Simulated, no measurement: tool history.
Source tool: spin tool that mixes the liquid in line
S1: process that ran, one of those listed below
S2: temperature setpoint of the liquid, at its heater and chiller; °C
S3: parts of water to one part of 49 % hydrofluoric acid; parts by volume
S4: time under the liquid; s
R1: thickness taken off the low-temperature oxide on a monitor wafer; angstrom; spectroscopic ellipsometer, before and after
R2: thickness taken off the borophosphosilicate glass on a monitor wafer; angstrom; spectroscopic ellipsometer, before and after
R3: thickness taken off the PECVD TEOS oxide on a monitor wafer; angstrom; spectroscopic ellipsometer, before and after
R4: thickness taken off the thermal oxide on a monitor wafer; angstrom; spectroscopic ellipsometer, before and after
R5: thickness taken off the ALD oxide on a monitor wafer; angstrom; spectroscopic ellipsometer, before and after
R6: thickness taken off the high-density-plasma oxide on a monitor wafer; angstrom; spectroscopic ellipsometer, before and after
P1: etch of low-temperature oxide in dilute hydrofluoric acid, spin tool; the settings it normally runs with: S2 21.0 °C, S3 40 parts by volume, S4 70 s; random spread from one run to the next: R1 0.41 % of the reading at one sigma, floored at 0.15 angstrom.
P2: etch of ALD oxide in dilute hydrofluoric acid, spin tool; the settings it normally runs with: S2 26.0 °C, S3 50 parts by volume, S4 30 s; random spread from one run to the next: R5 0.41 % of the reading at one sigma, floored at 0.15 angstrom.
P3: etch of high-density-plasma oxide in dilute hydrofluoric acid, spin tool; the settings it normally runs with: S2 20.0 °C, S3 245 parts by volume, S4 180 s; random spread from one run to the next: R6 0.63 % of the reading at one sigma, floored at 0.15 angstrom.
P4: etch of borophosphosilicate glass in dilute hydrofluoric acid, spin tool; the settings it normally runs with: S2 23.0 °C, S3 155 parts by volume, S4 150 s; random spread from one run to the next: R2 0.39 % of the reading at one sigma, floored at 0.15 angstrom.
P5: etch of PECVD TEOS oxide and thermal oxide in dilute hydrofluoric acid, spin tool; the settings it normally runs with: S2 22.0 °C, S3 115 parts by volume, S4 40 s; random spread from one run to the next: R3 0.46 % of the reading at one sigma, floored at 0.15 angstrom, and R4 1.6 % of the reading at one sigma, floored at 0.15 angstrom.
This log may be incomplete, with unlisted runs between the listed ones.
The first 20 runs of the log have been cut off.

| run | hour | S1 | S2 | S3 | S4 | R1 | R2 | R3 | R4 | R5 | R6 |
|---|---|---|---|---|---|---|---|---|---|---|---|
| 21 | 132.4 | P2 | 26.0 | 30 | 30 |  |  |  |  | 147.670 |  |
| 22 | 140.1 | P1 | 21.0 | 40 | 15 | 45.237 |  |  |  |  |  |
| 23 | 147.8 | P1 | 21.0 | 40 | 130 | 391.730 |  |  |  |  |  |
| 24 | 154.2 | P5 | 22.0 | 70 | 40 |  |  | 155.720 | 25.757 |  |  |
| 25 | 160.0 | P4 | 23.0 | 65 | 150 |  | 1377.60 |  |  |  |  |
| 26 | 166.9 | P4 | 17.0 | 155 | 150 |  | 413.90 |  |  |  |  |
| 27 | 173.1 | P1 | 21.0 | 60 | 115 | 226.110 |  |  |  |  |  |
| 28 | 178.9 | P3 | 20.0 | 245 | 180 |  |  |  |  |  | 38.527 |
| 29 | 183.7 | P1 | 21.0 | 40 | 70 | 210.790 |  |  |  |  |  |
| 30 | 188.5 | P5 | 22.0 | 115 | 40 |  |  | 88.660 | 15.397 |  |  |
| 31 | 195.0 | P2 | 19.0 | 50 | 30 |  |  |  |  | 64.564 |  |
| 32 | 200.0 | P1 | 21.0 | 40 | 70 | 210.900 |  |  |  |  |  |
| 33 | 208.8 | P1 | 17.0 | 40 | 70 | 178.150 |  |  |  |  |  |
| 34 | 213.0 | P1 | 21.0 | 40 | 70 | 212.040 |  |  |  |  |  |
| 35 | 218.9 | P1 | 21.0 | 40 | 70 | 216.460 |  |  |  |  |  |
| 36 | 224.9 | P1 | 21.0 | 40 | 70 | 218.470 |  |  |  |  |  |
| 37 | 229.9 | P1 | 21.0 | 40 | 70 | 221.490 |  |  |  |  |  |
| 38 | 235.6 | P1 | 21.0 | 40 | 70 | 221.490 |  |  |  |  |  |
| 39 | 244.2 | P1 | 21.0 | 40 | 70 | 224.040 |  |  |  |  |  |
| 40 | 248.5 | P1 | 21.0 | 40 | 70 | 224.250 |  |  |  |  |  |
| 41 | 256.7 | P1 | 21.0 | 40 | 70 | 225.080 |  |  |  |  |  |

The next listed run, before its measurement:
| 42 | 264.1 | P1 | 21.0 | 40 | 70 | ? |  |  |  |  |  |

{"run 42": {"R1": 222.9}}
